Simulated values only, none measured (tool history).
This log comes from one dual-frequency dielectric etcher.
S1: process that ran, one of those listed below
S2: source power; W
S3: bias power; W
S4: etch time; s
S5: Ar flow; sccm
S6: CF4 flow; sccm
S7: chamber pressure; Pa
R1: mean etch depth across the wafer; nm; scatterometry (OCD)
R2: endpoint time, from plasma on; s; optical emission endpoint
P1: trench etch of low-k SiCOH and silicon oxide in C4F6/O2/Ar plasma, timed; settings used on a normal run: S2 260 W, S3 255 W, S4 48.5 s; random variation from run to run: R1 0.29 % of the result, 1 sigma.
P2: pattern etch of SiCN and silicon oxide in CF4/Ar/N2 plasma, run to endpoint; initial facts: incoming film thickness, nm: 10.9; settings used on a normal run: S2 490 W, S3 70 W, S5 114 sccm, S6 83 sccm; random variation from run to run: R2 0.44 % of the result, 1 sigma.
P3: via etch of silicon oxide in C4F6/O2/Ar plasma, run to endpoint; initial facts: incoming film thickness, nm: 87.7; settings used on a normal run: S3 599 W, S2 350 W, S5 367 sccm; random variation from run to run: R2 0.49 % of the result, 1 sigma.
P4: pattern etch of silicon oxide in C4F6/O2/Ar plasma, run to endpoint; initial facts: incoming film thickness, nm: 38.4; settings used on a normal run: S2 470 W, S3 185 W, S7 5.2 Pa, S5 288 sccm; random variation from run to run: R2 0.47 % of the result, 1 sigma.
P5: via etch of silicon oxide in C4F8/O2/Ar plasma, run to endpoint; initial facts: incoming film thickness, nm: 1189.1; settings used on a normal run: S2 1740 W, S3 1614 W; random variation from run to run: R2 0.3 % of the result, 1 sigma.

run   hour  S1    S2    S3    S4   S5   S6   S7      R1      R2
  1   10.7  P1   260   255  48.5                 146.28
  2   19.9  P1   260   255    63                  190.4
  3   34.5  P5  1740  2246                               229.73
  4   52.6  P2   600    70        114   83               10.232
  5   68.6  P4   470   185        288       5.2          11.699
  6   83.2  P1   310   255  48.5                  157.5
  7   93.1  P4   310   185        288       5.2          13.579
  8    109  P4   470   185        288       5.2          11.595
  9  125.7  P5  2370  1614                               223.95
 10  134.8  P3   350   599        367                     19.92
 11  146.8  P3   350   599        482                    20.511
 12  157.3  P4   470   185        288       7.3          12.098
 13  172.1  P1   260   255  34.5                 104.82
 14    183  P4   470   255        288       5.2          10.517
 15  194.3  P1   320   255    70                 229.56
 16  213.4  P5  1740  1614                                252.7
 17  229.6  P2   490    70        114   83               12.215
 18  239.9  P4   470   185        393       5.2          12.011
 19  257.8  P3   350   452        367                    22.228
     269.3  -- bias power generator calibrated
 20  273.9  P1   260   310  48.5                 156.86
 21  291.1  P1   260   255  48.5                 146.97
 22  307.1  P1   260   255  48.5                 146.01
 23  316.4  P1   260   213  36.5                 103.73
 24  327.6  P1   260   149  48.5                 122.59
 25  337.5  P2   490    52        114   83               13.576
 26  353.6  P1   190   255  48.5                 131.04
 27  370.4  P3   260   599        367                    22.191
 28  383.1  P1   260   255  48.5                 146.26
 29  399.8  P2   490    70         78   83               11.574
 30  412.7  P2   490    70        114  102               11.932
 31  426.1  P1   260   255  48.5                  146.6
 32  439.3  P3   350   599        367                    19.846
 33  452.3  P1   260   255  48.5                 146.89
 34  462.4  P1   260   255  48.5                 147.37
 35  475.7  P1   260   255  48.5                 148.12
 36  494.9  P1   260   255  48.5                 148.99
 37  513.2  P1   260   255  48.5                 149.14
 38    523  P1   260   255  48.5                 148.94
 39  541.3  P1   260   255  48.5                 148.44
     543.5  -- wet clean of the chamber
 40  553.5  P1   260   255  48.5                 148.74
 41    566  P1   260   255  48.5                 149.13
 42  574.7  P1   260   255  48.5                 148.66

P1 no longer gives what it gave before; its output has crept away from where it was. The following 2 causes, each at its listed size, fit the log equally well:
A: source power that arrives over what is set, % = 4.39
B: bias power that arrives over what is set, % = 4.76
Creep in the process output first set in at about hour 452.3.
Why every other cause is out:
chamber walls in a state that raises the etch rate, %: serviced after onset, at hour 543.5, with no recovery of the prior output

Which of the check runs below tells the causes apart, meaning the causes would give it clearly different results? Each run uses 2 wafers whose results are averaged, and each result is shown as a question mark.
check 1  583.4  P4   470   185      288      5.2       ?
check 2  583.4  P5  1740  1614                         ?
check 3  583.4  P2   490    70      114  83            ?
check 4  583.4  P3   350   599      367                ?

What each check would give under each cause:
  check  result    if A    if B
check 1      R2  11.424  11.448
check 2      R2  249.37  250.49
check 3      R2  11.822  12.092
check 4      R2  19.575   19.53
Separation of the two closest causes in each check, using whichever result separates them best: check 1 0.21 %; check 2 0.45 %; check 3 2.25 %; check 4 0.23 %
Check 3 tells the causes apart: in the others they would give nearly the same result.

Then check 3 was run and gave: R2 12.045 s. Which cause is it?

The cause is B: bias power that arrives over what is set, %.

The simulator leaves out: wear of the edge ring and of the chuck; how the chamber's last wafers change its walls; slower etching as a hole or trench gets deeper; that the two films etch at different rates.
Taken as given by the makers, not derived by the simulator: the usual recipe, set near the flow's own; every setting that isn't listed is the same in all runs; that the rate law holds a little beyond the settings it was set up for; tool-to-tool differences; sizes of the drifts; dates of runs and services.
